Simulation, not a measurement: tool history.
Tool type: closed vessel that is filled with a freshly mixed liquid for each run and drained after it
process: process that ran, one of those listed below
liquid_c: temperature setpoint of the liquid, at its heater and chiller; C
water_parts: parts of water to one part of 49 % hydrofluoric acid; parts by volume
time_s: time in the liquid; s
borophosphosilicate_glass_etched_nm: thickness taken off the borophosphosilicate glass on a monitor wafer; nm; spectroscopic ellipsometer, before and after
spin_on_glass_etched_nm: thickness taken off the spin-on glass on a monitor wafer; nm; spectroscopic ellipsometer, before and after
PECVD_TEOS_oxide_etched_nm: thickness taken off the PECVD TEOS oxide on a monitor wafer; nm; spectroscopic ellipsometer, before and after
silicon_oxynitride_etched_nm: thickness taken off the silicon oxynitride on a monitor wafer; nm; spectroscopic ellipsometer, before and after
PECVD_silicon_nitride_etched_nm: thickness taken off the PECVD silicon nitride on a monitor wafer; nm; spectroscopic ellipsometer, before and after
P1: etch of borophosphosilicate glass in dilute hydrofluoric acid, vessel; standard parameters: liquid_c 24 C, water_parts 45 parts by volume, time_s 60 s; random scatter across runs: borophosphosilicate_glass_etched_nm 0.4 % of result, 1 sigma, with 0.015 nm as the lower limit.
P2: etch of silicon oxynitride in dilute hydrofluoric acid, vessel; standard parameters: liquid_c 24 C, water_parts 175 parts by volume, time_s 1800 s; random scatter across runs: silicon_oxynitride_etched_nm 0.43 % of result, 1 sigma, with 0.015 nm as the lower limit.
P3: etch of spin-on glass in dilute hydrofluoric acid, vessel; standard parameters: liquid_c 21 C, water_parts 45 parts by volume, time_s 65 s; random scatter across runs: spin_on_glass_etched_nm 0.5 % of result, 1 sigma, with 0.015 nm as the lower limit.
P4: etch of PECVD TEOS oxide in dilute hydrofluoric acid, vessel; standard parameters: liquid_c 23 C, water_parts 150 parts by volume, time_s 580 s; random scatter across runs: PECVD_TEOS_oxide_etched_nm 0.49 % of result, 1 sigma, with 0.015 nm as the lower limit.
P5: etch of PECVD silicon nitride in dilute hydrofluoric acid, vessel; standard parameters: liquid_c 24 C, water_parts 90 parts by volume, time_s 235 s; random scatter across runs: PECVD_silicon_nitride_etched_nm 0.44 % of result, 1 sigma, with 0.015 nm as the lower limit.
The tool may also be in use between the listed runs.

run	hour	process	liquid_c	water_parts	time_s	hours since the thermometer was replaced	hours since the hydrofluoric acid flow meter was replaced	borophosphosilicate_glass_etched_nm	spin_on_glass_etched_nm	PECVD_TEOS_oxide_etched_nm	silicon_oxynitride_etched_nm	PECVD_silicon_nitride_etched_nm
1	9.2	P1	24	45	60	1234.8	787.5	79.075				
2	16	P3	21	75	65	1241.6	794.3		20.809			
3	27.9	P4	23	150	580	1253.5	806.2			41.801		
4	41.2	P2	24	175	1800	1266.8	819.5				14.158	
5	49.9	P5	31.5	90	235	1275.5	828.2					7.6972
6	56.5	P2	32	175	1800	1282.1	834.8				19.858	
7	63.9	P5	24	40	235	1289.5	842.2					10.527
8	71.3	P3	21	45	65	1296.9	849.6		36.002			
9	86	P4	17	150	580	1311.6	864.3			33.104		
10	97.2	P3	21	45	120	1322.8	875.5		66.036			
11	108	P5	24	90	30	1333.6	886.3					0.59495
12	120.1	P1	29.5	70	60	1345.7	898.4	61.367				
13	134.5	P1	24	20	60	1360.1	912.8	185.35				
14	141.9	P1	24	45	60	1367.5	920.2	79.601				
15	156.7	P3	29	45	65	1382.3	935		49.428			
16	168.9	P4	23	150	1000	1394.5	947.2			72.106		
17	179.7	P1	20	45	60	1405.3	958	66.761				
18	190.8	P4	23	150	580	1416.4	969.1			41.894		
19	205.1	P2	24	265	1800	1430.7	983.4				8.6814	
20	212.3	P1	24	45	105	1437.9	990.6	138.66				
21	222.2	P5	24	90	235	1447.8	1000.5					4.7297
22	236.5	P1	29.5	45	60	1462.1	1014.8	99.304				
23	244.3	P4	23	220	580	1469.9	1022.6			26.394		
24	255.5	P1	24	45	60	1481.1	1033.8	79.011				
25	264.4	P1	24	75	60	1490	1042.7	45.343				
26	271	P1	24	45	60	1496.6	1049.3	78.986				
27	280.4	P1	24	45	30	1506	1058.7	39.563				
28	294.2	P3	21	45	65	1519.8	1072.5		35.864			
29	304.1	P2	24	175	3505	1529.7	1082.4				27.527	
30	318	P2	24	175	1800	1543.6	1096.3				14.184	
31	332.1	P1	17	45	105	1557.7	1110.4	101.96				
32	342.5	P1	24	45	60	1568.1	1120.8	78.792				
33	349.4	P1	24	45	60	1575	1127.7	80.088				
34	356.6	P1	24	45	60	1582.2	1134.9	81.403				
35	366.8	P1	24	45	60	1592.4	1145.1	81.884				
36	379.3	P1	24	45	60	1604.9	1157.6	83.466				
37	386.3	P1	24	45	60	1611.9	1164.6	84.227				
38	400.2	P1	24	45	60	1625.8	1178.5	83.451				
39	413.8	P1	24	45	60	1639.4	1192.1	84.302				
40	421.6	P1	24	45	60	1647.2	1199.9	84.216				
41	432.4	P1	24	45	60	1658	1210.7	84.506				
42	439.6	P1	24	45	60	1665.2	1217.9	84.686				

P1 has crept away from where it was. The log is fitted equally well by each of these 2 causes, at the sizes shown:
A: hydrofluoric acid flow above the setpoint (%) = 6.32
B: liquid hotter than its thermometer reads (K) = 1.59
The onset of the drift is placed at about hour 342.5.

Consider the 4 single-wafer check runs listed below, results given as question marks: which one distinguishes between the causes by giving clearly different results for each?
check 1	446.8	P4	18	150	580					?		
check 2	446.8	P2	31.5	175	3490						?	
check 3	446.8	P3	21	70	95				?			
check 4	446.8	P5	31.5	50	235							?

If the cause were each of the candidates in turn, the checks would give the following:
check	result	if A	if B
check 1	PECVD_TEOS_oxide_etched_nm	36.911	36.684
check 2	silicon_oxynitride_etched_nm	40.585	40.37
check 3	spin_on_glass_etched_nm	34.897	34.875
check 4	PECVD_silicon_nitride_etched_nm	14.698	15.3
Gap, in per cent, between the two causes that each check separates least, read from the result that separates them most: check 1 0.62 %; check 2 0.53 %; check 3 0.06 %; check 4 4.01 %
Check 4 tells the causes apart: in the others they would give nearly the same result.

Running check 4 produced the following: PECVD_silicon_nitride_etched_nm 15.219 nm. Which one of the listed causes fits?

It is B: liquid hotter than its thermometer reads (K).
